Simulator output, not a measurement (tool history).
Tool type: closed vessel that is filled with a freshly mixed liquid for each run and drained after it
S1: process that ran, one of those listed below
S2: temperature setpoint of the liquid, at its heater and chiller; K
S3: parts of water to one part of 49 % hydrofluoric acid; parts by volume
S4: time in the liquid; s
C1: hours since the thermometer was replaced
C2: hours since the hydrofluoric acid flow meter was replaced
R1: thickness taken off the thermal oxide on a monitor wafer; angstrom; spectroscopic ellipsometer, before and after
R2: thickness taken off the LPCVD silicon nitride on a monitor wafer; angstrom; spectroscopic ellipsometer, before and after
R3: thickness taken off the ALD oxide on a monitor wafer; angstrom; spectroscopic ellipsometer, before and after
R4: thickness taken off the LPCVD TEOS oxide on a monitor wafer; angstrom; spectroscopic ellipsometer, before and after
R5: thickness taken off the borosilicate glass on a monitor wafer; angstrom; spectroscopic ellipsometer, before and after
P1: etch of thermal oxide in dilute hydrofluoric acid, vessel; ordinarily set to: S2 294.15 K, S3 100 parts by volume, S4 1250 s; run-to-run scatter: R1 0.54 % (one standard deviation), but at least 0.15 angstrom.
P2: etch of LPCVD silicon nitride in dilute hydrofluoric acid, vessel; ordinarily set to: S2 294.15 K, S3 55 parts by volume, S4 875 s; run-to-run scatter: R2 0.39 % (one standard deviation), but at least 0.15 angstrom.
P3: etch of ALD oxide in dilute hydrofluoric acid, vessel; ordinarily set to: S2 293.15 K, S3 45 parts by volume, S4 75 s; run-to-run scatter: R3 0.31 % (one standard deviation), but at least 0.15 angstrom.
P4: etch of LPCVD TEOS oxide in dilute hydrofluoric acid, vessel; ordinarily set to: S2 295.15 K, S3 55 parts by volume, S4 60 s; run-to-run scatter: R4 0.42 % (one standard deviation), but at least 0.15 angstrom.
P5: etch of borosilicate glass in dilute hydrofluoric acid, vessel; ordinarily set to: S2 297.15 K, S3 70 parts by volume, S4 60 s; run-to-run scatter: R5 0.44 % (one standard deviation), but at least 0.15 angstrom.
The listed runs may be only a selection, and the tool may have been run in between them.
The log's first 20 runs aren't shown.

| run | hour | S1 | S2 | S3 | S4 | C1 | C2 | R1 | R2 | R3 | R4 | R5 |
|---|---|---|---|---|---|---|---|---|---|---|---|---|
| 21 | 186.7 | P1 | 300.15 | 100 | 1250 | 840.6 | 364 | 653.39 |  |  |  |  |
| 22 | 192.8 | P5 | 297.15 | 70 | 60 | 846.7 | 370.1 |  |  |  |  | 265.13 |
| 23 | 200.1 | P5 | 297.15 | 20 | 60 | 854 | 377.4 |  |  |  |  | 1002.4 |
| 24 | 209.8 | P2 | 290.15 | 55 | 875 | 863.7 | 387.1 |  | 53.249 |  |  |  |
| 25 | 219 | P1 | 294.15 | 100 | 1250 | 872.9 | 396.3 | 511.65 |  |  |  |  |
| 26 | 229.6 | P4 | 295.15 | 55 | 30 | 883.5 | 406.9 |  |  |  | 217.18 |  |
| 27 | 238.2 | P2 | 294.15 | 90 | 875 | 892.1 | 415.5 |  | 43.825 |  |  |  |
| 28 | 250.6 | P5 | 291.15 | 70 | 60 | 904.5 | 427.9 |  |  |  |  | 209.65 |
| 29 | 259.4 | P1 | 294.15 | 100 | 1250 | 913.3 | 436.7 | 517.78 |  |  |  |  |
|  | 268.3 | thermometer replaced |
| 30 | 271.5 | P3 | 293.15 | 45 | 75 | 3.3 | 448.8 |  |  | 158.29 |  |  |
| 31 | 278.2 | P4 | 290.15 | 55 | 60 | 10 | 455.5 |  |  |  | 351.49 |  |
| 32 | 290.1 | P1 | 294.15 | 100 | 1250 | 21.9 | 467.4 | 521.82 |  |  |  |  |
| 33 | 299.1 | P1 | 294.15 | 100 | 1250 | 30.9 | 476.4 | 516.42 |  |  |  |  |
| 34 | 311.6 | P1 | 294.15 | 100 | 1250 | 43.4 | 488.9 | 519.69 |  |  |  |  |
| 35 | 318.6 | P1 | 294.15 | 100 | 1250 | 50.4 | 495.9 | 509.76 |  |  |  |  |
| 36 | 325.1 | P1 | 294.15 | 100 | 1250 | 56.9 | 502.4 | 506.16 |  |  |  |  |
| 37 | 335.2 | P1 | 294.15 | 100 | 1250 | 67 | 512.5 | 493.53 |  |  |  |  |
| 38 | 341.1 | P1 | 294.15 | 100 | 1250 | 72.9 | 518.4 | 494.53 |  |  |  |  |
| 39 | 352.4 | P1 | 294.15 | 100 | 1250 | 84.2 | 529.7 | 489.74 |  |  |  |  |
| 40 | 358.9 | P1 | 294.15 | 100 | 1250 | 90.7 | 536.2 | 484.44 |  |  |  |  |
| 41 | 366.5 | P1 | 294.15 | 100 | 1250 | 98.3 | 543.8 | 483.35 |  |  |  |  |
| 42 | 372.2 | P1 | 294.15 | 100 | 1250 | 104 | 549.5 | 486.47 |  |  |  |  |

Estimate the outcome of run 43 from the log above:
| 43 | 380.4 | P1 | 294.15 | 100 | 1250 | 112.2 | 557.7 | ? |  |  |  |  |

Run 43 gave R1 488.14 angstrom.

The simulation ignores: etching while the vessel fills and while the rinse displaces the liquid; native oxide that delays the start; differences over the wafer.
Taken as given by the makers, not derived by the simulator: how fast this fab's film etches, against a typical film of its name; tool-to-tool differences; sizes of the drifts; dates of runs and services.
